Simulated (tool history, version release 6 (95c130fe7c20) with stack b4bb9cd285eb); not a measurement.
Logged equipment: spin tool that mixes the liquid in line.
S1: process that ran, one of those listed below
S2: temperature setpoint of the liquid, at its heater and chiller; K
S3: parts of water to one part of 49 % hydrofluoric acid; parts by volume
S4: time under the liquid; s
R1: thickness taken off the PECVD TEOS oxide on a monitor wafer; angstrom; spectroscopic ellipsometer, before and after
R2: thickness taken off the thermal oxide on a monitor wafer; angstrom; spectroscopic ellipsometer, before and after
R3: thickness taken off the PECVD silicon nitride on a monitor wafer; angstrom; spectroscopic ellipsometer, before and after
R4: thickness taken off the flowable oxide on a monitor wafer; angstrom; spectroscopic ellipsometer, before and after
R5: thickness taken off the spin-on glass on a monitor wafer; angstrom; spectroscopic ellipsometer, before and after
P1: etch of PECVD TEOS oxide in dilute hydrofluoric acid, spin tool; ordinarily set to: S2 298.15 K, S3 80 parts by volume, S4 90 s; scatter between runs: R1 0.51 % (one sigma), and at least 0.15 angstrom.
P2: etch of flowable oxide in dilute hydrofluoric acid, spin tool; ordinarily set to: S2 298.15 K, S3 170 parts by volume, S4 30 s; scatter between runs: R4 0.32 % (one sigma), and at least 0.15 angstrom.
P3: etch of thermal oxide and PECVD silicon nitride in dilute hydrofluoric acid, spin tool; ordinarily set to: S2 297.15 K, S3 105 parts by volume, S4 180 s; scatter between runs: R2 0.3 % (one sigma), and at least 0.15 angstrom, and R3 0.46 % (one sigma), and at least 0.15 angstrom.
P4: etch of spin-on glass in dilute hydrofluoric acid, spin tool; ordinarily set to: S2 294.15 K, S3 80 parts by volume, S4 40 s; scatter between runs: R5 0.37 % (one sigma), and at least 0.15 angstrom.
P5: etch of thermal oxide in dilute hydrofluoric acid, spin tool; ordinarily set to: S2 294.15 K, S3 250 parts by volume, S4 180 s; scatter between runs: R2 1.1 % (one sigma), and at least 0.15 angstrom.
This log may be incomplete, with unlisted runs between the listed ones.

run	hour	S1	S2	S3	S4	R1	R2	R3	R4	R5
1	6.6	P1	298.15	80	90	237.85				
2	19.8	P3	297.15	105	180		79.225	52.444		
3	33.6	P1	302.15	80	135	416.89				
4	41.9	P3	297.15	105	345		152.04	100.78		
5	55.1	P1	291.65	80	150	301.62				
6	62.6	P3	297.15	30	180		306.45	178.4		
7	74.3	P3	293.15	105	180		67.632	40.716		
8	87.8	P2	298.15	285	30				35.514	
9	93.8	P1	298.15	80	160	422.45				
10	102.7	P1	298.15	140	90	127.32				
11	109.8	P5	294.15	250	180		25.057			
12	118.6	P4	294.15	20	40					443.75
13	125.4	P2	303.65	170	30				82.513	
14	137.1	P2	298.15	170	15				34.05	
15	145	P1	292.15	80	90	185.69				
16	155.5	P2	298.15	170	30				67.55	
17	163.6	P1	298.15	80	90	239.58				
18	175.3	P5	294.15	105	180		71.179			
19	189	P1	294.65	80	130	296.88				
20	196.5	P4	294.15	80	75					192.75
21	207.6	P1	298.15	25	90	822.96				
22	216.5	P1	298.15	80	90	236.89				
23	229.5	P5	294.15	250	265		38.1			
24	238.8	P4	294.15	80	40					101.65
# hour 245.5: thermometer replaced
25	247.7	P3	297.15	105	180		79.147	52.516		
26	257.7	P1	298.15	80	90	236.55				
27	270.8	P4	294.15	80	40					102.07
28	279.3	P1	298.15	80	90	238.67				
29	287.2	P1	298.15	80	90	238.46				
30	296.9	P1	298.15	80	35	91.951				
31	309.2	P1	298.15	80	90	238.51				
32	321	P4	290.15	80	40					86.487
33	333.2	P2	298.15	170	30				67.454	
34	341.8	P1	304.15	80	90	295.93				
35	350.8	P5	290.15	250	180		22.637			
36	362.9	P1	298.15	80	90	237.54				
37	375.7	P1	298.15	80	90	243				
38	385.3	P1	298.15	80	90	249.36				
39	392.8	P1	298.15	80	90	248.88				
40	399.9	P1	298.15	80	90	252.06				
41	411.7	P1	298.15	80	90	252.79				
42	418.4	P1	298.15	80	90	251.31				
43	429.2	P1	298.15	80	90	252.32				

What P1 gives has crept away from where it was. These 2 causes fit the log equally well, each at the size given:
A: liquid hotter than its thermometer reads (K) = 1.6
B: hydrofluoric acid flow above the setpoint (%) = 5.88
At approximately hour 362.9, the process output began to creep.

Listed below are the offered check runs, one wafer per run, with question marks in place of results. For which of them would the causes give clearly different outcomes?
check 1	440	P3	297.15	105	180		?	?		
check 2	440	P5	294.15	250	180		?			
check 3	440	P4	294.15	80	40					?
check 4	440	P2	298.15	170	30				?	

Check results expected under each cause:
check	result	if A	if B
check 1	R2	84.432	84.564
check 1	R3	58.253	55.516
check 2	R2	27.182	27.501
check 3	R5	109.14	108.79
check 4	R4	71.897	72.529
Minimum pairwise separation of causes per check, each pair taken at its best-separating result: check 1 4.81 %; check 2 1.17 %; check 3 0.32 %; check 4 0.88 %
Check 1 distinguishes between the causes, while the remaining checks would return nearly the same result for all of them.

The results of check 1 are: R2 84.438 angstrom; R3 55.199 angstrom. Based on these, which of the listed causes is it?

The correct cause is B, namely: hydrofluoric acid flow above the setpoint (%).

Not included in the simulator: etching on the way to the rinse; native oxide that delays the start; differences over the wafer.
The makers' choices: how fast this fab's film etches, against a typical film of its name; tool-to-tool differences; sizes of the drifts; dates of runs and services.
